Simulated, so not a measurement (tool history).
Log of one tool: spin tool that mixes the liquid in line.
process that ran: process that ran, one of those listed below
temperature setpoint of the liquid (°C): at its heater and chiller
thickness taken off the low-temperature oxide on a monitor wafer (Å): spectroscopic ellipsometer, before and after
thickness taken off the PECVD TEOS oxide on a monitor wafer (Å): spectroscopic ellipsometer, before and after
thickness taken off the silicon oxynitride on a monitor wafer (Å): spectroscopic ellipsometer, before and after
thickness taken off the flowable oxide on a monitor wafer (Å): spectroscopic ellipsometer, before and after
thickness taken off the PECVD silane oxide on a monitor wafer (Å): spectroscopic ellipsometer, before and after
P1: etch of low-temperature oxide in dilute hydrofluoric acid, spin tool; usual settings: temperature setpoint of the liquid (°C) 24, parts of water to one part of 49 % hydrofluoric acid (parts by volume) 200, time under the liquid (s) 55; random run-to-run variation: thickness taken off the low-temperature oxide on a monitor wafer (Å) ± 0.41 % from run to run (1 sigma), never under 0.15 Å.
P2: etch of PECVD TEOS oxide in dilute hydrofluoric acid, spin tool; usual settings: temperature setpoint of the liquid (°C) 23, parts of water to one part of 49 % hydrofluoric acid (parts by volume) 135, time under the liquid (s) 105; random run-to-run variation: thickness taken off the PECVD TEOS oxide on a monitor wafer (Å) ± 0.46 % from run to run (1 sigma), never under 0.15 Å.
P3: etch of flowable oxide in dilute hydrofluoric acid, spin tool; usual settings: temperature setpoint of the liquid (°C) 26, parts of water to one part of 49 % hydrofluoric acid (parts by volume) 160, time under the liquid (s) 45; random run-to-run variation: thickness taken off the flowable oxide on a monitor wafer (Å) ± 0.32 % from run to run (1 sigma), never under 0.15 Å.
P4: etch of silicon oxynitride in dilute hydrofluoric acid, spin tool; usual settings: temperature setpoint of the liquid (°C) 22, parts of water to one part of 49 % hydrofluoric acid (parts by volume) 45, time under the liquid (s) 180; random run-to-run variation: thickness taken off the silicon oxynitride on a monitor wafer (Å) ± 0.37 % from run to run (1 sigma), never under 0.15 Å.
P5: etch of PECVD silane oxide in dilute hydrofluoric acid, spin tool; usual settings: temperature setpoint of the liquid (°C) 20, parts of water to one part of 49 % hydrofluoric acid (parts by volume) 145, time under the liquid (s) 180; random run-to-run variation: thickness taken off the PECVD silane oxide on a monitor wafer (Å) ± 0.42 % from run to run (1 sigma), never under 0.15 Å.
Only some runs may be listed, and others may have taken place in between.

| run | hour | process that ran | temperature setpoint of the liquid (°C) | parts of water to one part of 49 % hydrofluoric acid (parts by volume) | time under the liquid (s) | hours since the thermometer was replaced | hours since the hydrofluoric acid flow meter was replaced | thickness taken off the low-temperature oxide on a monitor wafer (Å) | thickness taken off the PECVD TEOS oxide on a monitor wafer (Å) | thickness taken off the silicon oxynitride on a monitor wafer (Å) | thickness taken off the flowable oxide on a monitor wafer (Å) | thickness taken off the PECVD silane oxide on a monitor wafer (Å) |
|---|---|---|---|---|---|---|---|---|---|---|---|---|
| 1 | 5.2 | P1 | 24 | 200 | 55 | 1438.6 | 709.5 | 88.592 |  |  |  |  |
| 2 | 9.2 | P1 | 30.5 | 200 | 55 | 1442.6 | 713.5 | 111.28 |  |  |  |  |
| 3 | 15 | P1 | 24 | 200 | 55 | 1448.4 | 719.3 | 87.937 |  |  |  |  |
| 4 | 19.3 | P2 | 23 | 135 | 105 | 1452.7 | 723.6 |  | 177.32 |  |  |  |
| 5 | 21.9 | P1 | 17.5 | 200 | 55 | 1455.3 | 726.2 | 69.082 |  |  |  |  |
| 6 | 27.6 | P4 | 27 | 45 | 180 | 1461 | 731.9 |  |  | 188.45 |  |  |
| 7 | 30.5 | P3 | 26 | 160 | 45 | 1463.9 | 734.8 |  |  |  | 152.64 |  |
| 8 | 34 | P3 | 26 | 160 | 80 | 1467.4 | 738.3 |  |  |  | 272.89 |  |
| 9 | 39.4 | P1 | 24 | 200 | 55 | 1472.8 | 743.7 | 87.632 |  |  |  |  |
| 10 | 44.8 | P4 | 22 | 45 | 180 | 1478.2 | 749.1 |  |  | 147.31 |  |  |
| 11 | 50.3 | P5 | 17 | 145 | 180 | 1483.7 | 754.6 |  |  |  |  | 273.96 |
| 12 | 55.1 | P1 | 24 | 200 | 55 | 1488.5 | 759.4 | 87.7 |  |  |  |  |
| 13 | 59.9 | P2 | 30.5 | 135 | 105 | 1493.3 | 764.2 |  | 233.65 |  |  |  |
| 14 | 63 | P2 | 23 | 225 | 105 | 1496.4 | 767.3 |  | 95.816 |  |  |  |
| 15 | 66.1 | P4 | 22 | 45 | 20 | 1499.5 | 770.4 |  |  | 16.413 |  |  |
| 16 | 70.1 | P1 | 31 | 200 | 85 | 1503.5 | 774.4 | 173.69 |  |  |  |  |
| 17 | 73.1 | P5 | 20 | 145 | 180 | 1506.5 | 777.4 |  |  |  |  | 310.34 |
|  | 75.7 | hydrofluoric acid flow meter replaced |
| 18 | 78.4 | P4 | 22 | 45 | 180 | 1511.8 | 2.8 |  |  | 148.04 |  |  |
| 19 | 83.8 | P1 | 24 | 200 | 55 | 1517.2 | 8.2 | 88.378 |  |  |  |  |
| 20 | 89.4 | P1 | 31.5 | 200 | 95 | 1522.8 | 13.8 | 198.29 |  |  |  |  |
| 21 | 92.1 | P1 | 24 | 360 | 55 | 1525.5 | 16.5 | 41.493 |  |  |  |  |
| 22 | 97.2 | P2 | 23 | 135 | 25 | 1530.6 | 21.6 |  | 42.153 |  |  |  |
| 23 | 99.9 | P1 | 24 | 330 | 15 | 1533.3 | 24.3 | 12.743 |  |  |  |  |
| 24 | 104.1 | P1 | 24 | 200 | 85 | 1537.5 | 28.5 | 136.15 |  |  |  |  |
| 25 | 108.9 | P1 | 24 | 60 | 55 | 1542.3 | 33.3 | 346.6 |  |  |  |  |
| 26 | 113.9 | P5 | 20 | 95 | 180 | 1547.3 | 38.3 |  |  |  |  | 500.53 |
| 27 | 118 | P4 | 22 | 20 | 180 | 1551.4 | 42.4 |  |  | 335.69 |  |  |
| 28 | 120.8 | P3 | 26 | 70 | 45 | 1554.2 | 45.2 |  |  |  | 393.34 |  |
| 29 | 125.5 | P1 | 24 | 200 | 20 | 1558.9 | 49.9 | 31.782 |  |  |  |  |

Predict the results of run 30:
| 30 | 129.2 | P5 | 20 | 145 | 95 | 1562.6 | 53.6 |  |  |  |  | ? |

thickness taken off the PECVD silane oxide on a monitor wafer (Å): 162.9
